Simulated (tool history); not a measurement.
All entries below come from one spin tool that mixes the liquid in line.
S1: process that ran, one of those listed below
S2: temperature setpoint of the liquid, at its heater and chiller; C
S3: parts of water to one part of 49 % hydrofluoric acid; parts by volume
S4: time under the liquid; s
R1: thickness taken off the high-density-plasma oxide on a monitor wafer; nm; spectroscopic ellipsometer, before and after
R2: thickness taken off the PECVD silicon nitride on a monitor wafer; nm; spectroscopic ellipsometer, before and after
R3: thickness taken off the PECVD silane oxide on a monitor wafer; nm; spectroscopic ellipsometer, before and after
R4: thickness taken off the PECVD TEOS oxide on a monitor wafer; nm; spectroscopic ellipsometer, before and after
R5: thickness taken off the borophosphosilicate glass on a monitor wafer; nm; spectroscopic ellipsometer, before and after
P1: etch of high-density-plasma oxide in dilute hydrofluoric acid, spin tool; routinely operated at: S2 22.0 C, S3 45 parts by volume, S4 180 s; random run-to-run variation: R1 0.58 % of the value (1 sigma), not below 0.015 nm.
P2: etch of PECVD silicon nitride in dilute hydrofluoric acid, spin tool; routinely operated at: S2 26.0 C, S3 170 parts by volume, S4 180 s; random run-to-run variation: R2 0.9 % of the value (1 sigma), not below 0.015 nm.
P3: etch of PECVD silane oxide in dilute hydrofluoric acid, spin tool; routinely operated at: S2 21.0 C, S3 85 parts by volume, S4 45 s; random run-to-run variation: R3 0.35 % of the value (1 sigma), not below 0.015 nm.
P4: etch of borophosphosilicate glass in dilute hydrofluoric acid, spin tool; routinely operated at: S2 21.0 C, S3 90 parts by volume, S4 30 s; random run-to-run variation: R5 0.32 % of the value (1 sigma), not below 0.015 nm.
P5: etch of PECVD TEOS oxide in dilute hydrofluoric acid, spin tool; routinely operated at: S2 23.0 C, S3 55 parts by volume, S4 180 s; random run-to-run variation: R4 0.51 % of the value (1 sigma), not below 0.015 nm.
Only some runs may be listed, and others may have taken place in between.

{"run": 1, "day": 0.279, "S1": "P1", "S2": 22.0, "S3": 45, "S4": 180, "R1": 20.179}
{"run": 2, "day": 0.8, "S1": "P1", "S2": 22.0, "S3": 45, "S4": 180, "R1": 20.188}
{"run": 3, "day": 1.204, "S1": "P1", "S2": 22.0, "S3": 25, "S4": 180, "R1": 37.285}
{"run": 4, "day": 1.679, "S1": "P2", "S2": 26.0, "S3": 95, "S4": 180, "R2": 4.7903}
{"run": 5, "day": 1.967, "S1": "P3", "S2": 21.0, "S3": 85, "S4": 45, "R3": 22.046}
{"run": 6, "day": 2.588, "S1": "P1", "S2": 22.0, "S3": 45, "S4": 180, "R1": 20.002}
{"run": 7, "day": 3.042, "S1": "P1", "S2": 22.0, "S3": 45, "S4": 330, "R1": 36.871}
{"run": 8, "day": 3.571, "S1": "P1", "S2": 22.0, "S3": 45, "S4": 180, "R1": 20.139}
{"run": 9, "day": 3.983, "S1": "P3", "S2": 21.0, "S3": 85, "S4": 85, "R3": 41.773}
{"run": 10, "day": 4.504, "S1": "P5", "S2": 23.0, "S3": 20, "S4": 180, "R4": 117.34}
{"run": 11, "day": 4.858, "S1": "P5", "S2": 23.0, "S3": 55, "S4": 180, "R4": 41.041}
{"run": 12, "day": 5.188, "S1": "P1", "S2": 22.0, "S3": 45, "S4": 180, "R1": 19.933}
{"run": 13, "day": 5.492, "S1": "P1", "S2": 22.0, "S3": 75, "S4": 180, "R1": 11.591}
{"run": 14, "day": 6.121, "S1": "P2", "S2": 26.0, "S3": 170, "S4": 180, "R2": 2.6162}
{"run": 15, "day": 6.521, "S1": "P2", "S2": 26.0, "S3": 170, "S4": 325, "R2": 4.8576}
{"run": 16, "day": 7.042, "S1": "P4", "S2": 21.0, "S3": 90, "S4": 60, "R5": 39.28}
{"run": 17, "day": 7.654, "S1": "P1", "S2": 28.5, "S3": 20, "S4": 180, "R1": 61.379}
{"run": 18, "day": 8.138, "S1": "P1", "S2": 17.0, "S3": 45, "S4": 180, "R1": 16.287}
{"run": 19, "day": 8.662, "S1": "P2", "S2": 19.5, "S3": 170, "S4": 180, "R2": 1.819}
{"run": 20, "day": 9.021, "S1": "P4", "S2": 27.0, "S3": 90, "S4": 30, "R5": 24.929}
{"run": 21, "day": 9.533, "S1": "P4", "S2": 21.0, "S3": 20, "S4": 30, "R5": 95.688}
{"run": 22, "day": 9.962, "S1": "P5", "S2": 23.0, "S3": 55, "S4": 15, "R4": 3.4041}
{"run": 23, "day": 10.325, "S1": "P1", "S2": 22.0, "S3": 60, "S4": 45, "R1": 3.7342}
{"run": 24, "day": 10.658, "S1": "P3", "S2": 17.0, "S3": 85, "S4": 45, "R3": 18.819}
{"run": 25, "day": 11.221, "S1": "P2", "S2": 26.0, "S3": 170, "S4": 180, "R2": 2.7034}
{"run": 26, "day": 11.654, "S1": "P4", "S2": 21.0, "S3": 90, "S4": 30, "R5": 19.602}
{"run": 27, "day": 12.254, "S1": "P1", "S2": 26.5, "S3": 45, "S4": 180, "R1": 24.269}
{"run": 28, "day": 12.692, "S1": "P5", "S2": 29.5, "S3": 55, "S4": 180, "R4": 53.445}
{"run": 29, "day": 12.971, "S1": "P5", "S2": 23.0, "S3": 55, "S4": 180, "R4": 41.215}
{"run": 30, "day": 13.362, "S1": "P1", "S2": 22.0, "S3": 45, "S4": 50, "R1": 5.5585}
{"run": 31, "day": 13.658, "S1": "P3", "S2": 21.0, "S3": 50, "S4": 45, "R3": 39.163}
{"run": 32, "day": 14.271, "S1": "P1", "S2": 22.0, "S3": 45, "S4": 180, "R1": 19.971}
{"run": 33, "day": 14.608, "S1": "P1", "S2": 22.0, "S3": 45, "S4": 180, "R1": 19.549}
{"run": 34, "day": 14.925, "S1": "P1", "S2": 22.0, "S3": 45, "S4": 180, "R1": 19.11}
{"run": 35, "day": 15.375, "S1": "P1", "S2": 22.0, "S3": 45, "S4": 180, "R1": 18.93}
{"run": 36, "day": 15.908, "S1": "P1", "S2": 22.0, "S3": 45, "S4": 180, "R1": 18.513}
{"run": 37, "day": 16.325, "S1": "P1", "S2": 22.0, "S3": 45, "S4": 180, "R1": 18.617}
{"run": 38, "day": 16.612, "S1": "P1", "S2": 22.0, "S3": 45, "S4": 180, "R1": 18.481}
{"run": 39, "day": 16.917, "S1": "P1", "S2": 22.0, "S3": 45, "S4": 180, "R1": 18.531}
{"run": 40, "day": 17.446, "S1": "P1", "S2": 22.0, "S3": 45, "S4": 180, "R1": 18.343}
{"run": 41, "day": 17.888, "S1": "P1", "S2": 22.0, "S3": 45, "S4": 180, "R1": 18.403}

Compared with where it was, what P1 gives has crept away. Each cause listed below fits the log as well as the rest, at the size given for it:
A: liquid colder than its thermometer reads (K) = 2.11
B: hydrofluoric acid flow below the setpoint (%) = 8.06
The creep began at about day 14.271.

Each of the check runs listed below is run on 2 wafers and reports their average, with the results left as question marks. Pick the one under which the possible causes would lead to clearly different results.
{"run": "check 1", "day": 18.329, "S1": "P5", "S2": 26.5, "S3": 20, "S4": 180, "R4": "?"}
{"run": "check 2", "day": 18.329, "S1": "P3", "S2": 21.0, "S3": 85, "S4": 85, "R3": "?"}
{"run": "check 3", "day": 18.329, "S1": "P4", "S2": 21.0, "S3": 35, "S4": 30, "R5": "?"}
{"run": "check 4", "day": 18.329, "S1": "P2", "S2": 26.0, "S3": 170, "S4": 285, "R2": "?"}

Predicted outcomes, by check and by cause:
check=check_1 result=R4 if_A=125.4400 if_B=125.6500
check=check_2 result=R3 if_A=38.454 if_B=38.257
check=check_3 result=R5 if_A=48.989 if_B=49.124
check=check_4 result=R2 if_A=3.7315 if_B=3.9226
How far apart the two closest causes lie, in the result that separates them most: check 1 0.17 %; check 2 0.51 %; check 3 0.27 %; check 4 5 %
Of the check runs offered, only check 4 discriminates between the causes; the rest would read about the same regardless of which cause applies.

After running check 4, the following was obtained: R2 3.7117 nm. Which cause does this point to?

The cause is A: liquid colder than its thermometer reads (K).

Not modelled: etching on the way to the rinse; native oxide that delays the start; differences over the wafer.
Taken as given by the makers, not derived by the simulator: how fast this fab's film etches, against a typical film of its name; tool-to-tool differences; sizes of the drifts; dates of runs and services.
